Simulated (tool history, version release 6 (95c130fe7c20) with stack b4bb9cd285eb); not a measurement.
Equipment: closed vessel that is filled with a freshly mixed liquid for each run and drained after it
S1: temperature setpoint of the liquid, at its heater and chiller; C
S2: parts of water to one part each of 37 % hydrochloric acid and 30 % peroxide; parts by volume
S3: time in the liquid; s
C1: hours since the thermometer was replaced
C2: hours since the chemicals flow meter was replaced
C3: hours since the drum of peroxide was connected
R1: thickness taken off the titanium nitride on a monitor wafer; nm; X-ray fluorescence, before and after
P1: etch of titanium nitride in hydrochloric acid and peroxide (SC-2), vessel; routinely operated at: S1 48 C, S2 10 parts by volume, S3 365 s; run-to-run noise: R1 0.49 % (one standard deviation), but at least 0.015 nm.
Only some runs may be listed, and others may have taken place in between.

run 1 hour=8.6 | S1=48 S2=10 S3=365 | C1=1551.3 C2=419.7 C3=207.4 | R1=7.8958
run 2 hour=17.3 | S1=48 S2=10 S3=365 | C1=1560 C2=428.4 C3=216.1 | R1=7.9253
run 3 hour=26.8 | S1=48 S2=10 S3=30 | C1=1569.5 C2=437.9 C3=225.6 | R1=0.65216
run 4 hour=36 | S1=48 S2=4 S3=365 | C1=1578.7 C2=447.1 C3=234.8 | R1=15.84
run 5 hour=47.6 | S1=58 S2=16.5 S3=365 | C1=1590.3 C2=458.7 C3=246.4 | R1=9.8342
run 6 hour=55.2 | S1=36.5 S2=10 S3=365 | C1=1597.9 C2=466.3 C3=254 | R1=3.5005
run 7 hour=67.4 | S1=48 S2=10 S3=720 | C1=1610.1 C2=478.5 C3=266.2 | R1=15.423
run 8 hour=75.2 | S1=48 S2=4.5 S3=40 | C1=1617.9 C2=486.3 C3=274 | R1=1.6297
run 9 hour=90.2 | S1=55 S2=10 S3=365 | C1=1632.9 C2=501.3 C3=289 | R1=12.603
run 10 hour=98.4 | S1=48 S2=10 S3=365 | C1=1641.1 C2=509.5 C3=297.2 | R1=7.8744
run 11 hour=106.7 | S1=48 S2=10 S3=365 | C1=1649.4 C2=517.8 C3=305.5 | R1=7.9346
run 12 hour=113.4 | S1=48 S2=10 S3=365 | C1=1656.1 C2=524.5 C3=312.2 | R1=7.9098
run 13 hour=128.7 | S1=48 S2=16.5 S3=365 | C1=1671.4 C2=539.8 C3=327.5 | R1=5.1071
run 14 hour=140.1 | S1=48 S2=10 S3=365 | C1=1682.8 C2=551.2 C3=338.9 | R1=7.8545
run 15 hour=149.5 | S1=48 S2=10 S3=365 | C1=1692.2 C2=560.6 C3=348.3 | R1=7.8781
-- hour=156.7 new drum of peroxide connected
run 16 hour=160.4 | S1=59.5 S2=10 S3=70 | C1=1703.1 C2=571.5 C3=3.8 | R1=3.1884
run 17 hour=175.5 | S1=48 S2=10 S3=365 | C1=1718.2 C2=586.6 C3=18.9 | R1=7.9512
run 18 hour=185.3 | S1=48 S2=10 S3=365 | C1=1728 C2=596.4 C3=28.7 | R1=7.7026
run 19 hour=194.9 | S1=48 S2=10 S3=365 | C1=1737.6 C2=606 C3=38.3 | R1=7.5697
run 20 hour=208.9 | S1=48 S2=10 S3=365 | C1=1751.6 C2=620 C3=52.3 | R1=7.3844
run 21 hour=215.6 | S1=48 S2=10 S3=365 | C1=1758.3 C2=626.7 C3=59 | R1=7.4418
-- hour=220.7 new drum of peroxide connected
run 22 hour=225.1 | S1=48 S2=10 S3=365 | C1=1767.8 C2=636.2 C3=4.4 | R1=7.3743
run 23 hour=233.9 | S1=48 S2=10 S3=365 | C1=1776.6 C2=645 C3=13.2 | R1=7.2715
run 24 hour=248.9 | S1=48 S2=10 S3=365 | C1=1791.6 C2=660 C3=28.2 | R1=7.3026
run 25 hour=259.8 | S1=48 S2=10 S3=365 | C1=1802.5 C2=670.9 C3=39.1 | R1=7.2161
run 26 hour=269.6 | S1=48 S2=10 S3=365 | C1=1812.3 C2=680.7 C3=48.9 | R1=7.2863
run 27 hour=277.1 | S1=48 S2=10 S3=365 | C1=1819.8 C2=688.2 C3=56.4 | R1=7.2571
run 28 hour=288.9 | S1=48 S2=10 S3=365 | C1=1831.6 C2=700 C3=68.2 | R1=7.1968

The output of P1 has drifted from where it used to be. Each of the 2 causes below, taken at the size shown beside it, accounts for the log equally well:
A: chemicals flow below the setpoint (%) = 9.78
B: liquid colder than its thermometer reads (K) = 1.28
At approximately hour 175.5, the process output began to creep.
Other possible causes, and why each is ruled out:
peroxide weaker than its label (%): was serviced at hour 220.7, once the creep was under way, yet the earlier output never came back

Which of the 4 check runs listed below, each an average over 3 wafers with its results shown as question marks, gives clearly different results under the different listed causes?
run check 1 hour=300.7 | S1=48 S2=14 S3=40 | R1=?
run check 2 hour=300.7 | S1=38.5 S2=15 S3=365 | R1=?
run check 3 hour=300.7 | S1=36.5 S2=4 S3=365 | R1=?
run check 4 hour=300.7 | S1=39.5 S2=10 S3=710 | R1=?

Outcome of each check run for each possible cause:
check=check_1 result=R1 if_A=0.5932 if_B=0.59551
check=check_2 result=R1 if_A=2.6289 if_B=2.6268
check=check_3 result=R1 if_A=6.5879 if_B=6.4349
check=check_4 result=R1 if_A=7.8191 if_B=7.7796
Smallest distance between any two causes, each pair judged by its most separating result, in per cent: check 1 0.39 %; check 2 0.08 %; check 3 2.35 %; check 4 0.51 %
Check 3 distinguishes between the causes, while the remaining checks would return nearly the same result for all of them.

After running check 3, the following was obtained: R1 6.4168 nm. Which cause does this point to?

It is B: liquid colder than its thermometer reads (K).
